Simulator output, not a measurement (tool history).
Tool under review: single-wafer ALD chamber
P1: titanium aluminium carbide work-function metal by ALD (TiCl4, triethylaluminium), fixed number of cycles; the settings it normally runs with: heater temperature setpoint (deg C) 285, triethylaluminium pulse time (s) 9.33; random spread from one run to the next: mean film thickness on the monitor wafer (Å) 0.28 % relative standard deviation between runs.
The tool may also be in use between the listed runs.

run   hour  heater temperature setpoint (deg C)  triethylaluminium pulse time (s)  mean film thickness on the monitor wafer (Å)
  1    4.8                                  285                              9.33                                        18.405
  2    8.2                                  261                              9.33                                        16.412
  3   10.9                                  285                             14.17                                        19.048
  4   14.1                                  285                              9.33                                        18.480
  5   18.9                                  285                              9.33                                        18.363
  6   22.4                                  285                              3.44                                        13.364
  7   26.5                                  285                              9.33                                        18.493
  8   32.6                                  285                              9.33                                        18.381
  9   35.8                                  310                              9.33                                        20.569
 10   40.2                                  285                              9.33                                        18.363
 11   45.8                                  295                             12.24                                        19.763
 12   50.6                                  285                              9.33                                        18.389
 13   53.3                                  285                              9.33                                        18.336
 14   59.0                                  285                              9.33                                        18.259
 15   64.4                                  285                              9.33                                        18.151
 16   68.6                                  285                              9.33                                        18.123
 17   73.0                                  285                              9.33                                        18.069
 18   77.1                                  285                              9.33                                        18.234
 19   81.7                                  285                              9.33                                        18.163
 20   85.7                                  285                              9.33                                        18.073
 21   91.3                                  285                              9.33                                        18.119
 22   97.5                                  285                              9.33                                        18.046
 23  103.4                                  285                              9.33                                        18.103

What P1 gives has crept off from where it sat before. The 2 causes that follow fit the log equally well, each at the size noted:
A: triethylaluminium dose below that of a fresh bottle (%) = 11.6
B: wafer temperature below the value expected at the setpoint (K) = 4.14
At approximately hour 50.6, the process output began to creep.

Listed below are the offered check runs, one wafer per run, with question marks in place of results. For which of them would the causes give clearly different outcomes?
check 1  109.3                                  262                              9.33                                             ?
check 2  109.3                                  309                              9.33                                             ?
check 3  109.3                                  275                              5.72                                             ?
check 4  109.3                                  304                              9.33                                             ?

What every check run would give for each of its results, assuming each possible cause in turn:
  check                                        result    if A    if B
check 1  mean film thickness on the monitor wafer (Å)  16.193  16.165
check 2  mean film thickness on the monitor wafer (Å)  20.084  20.114
check 3  mean film thickness on the monitor wafer (Å)  15.113  15.459
check 4  mean film thickness on the monitor wafer (Å)  19.662  19.685
Distance between the nearest two causes, measured in the result of the check that separates them most: check 1 0.17 %; check 2 0.15 %; check 3 2.26 %; check 4 0.12 %
Of the check runs offered, only check 3 discriminates between the causes; the rest would read about the same regardless of which cause applies.

With check 3 done, the readings were: mean film thickness on the monitor wafer (Å) 15.498. Identify which of the listed causes applies.

It was cause B: wafer temperature below the value expected at the setpoint (K).

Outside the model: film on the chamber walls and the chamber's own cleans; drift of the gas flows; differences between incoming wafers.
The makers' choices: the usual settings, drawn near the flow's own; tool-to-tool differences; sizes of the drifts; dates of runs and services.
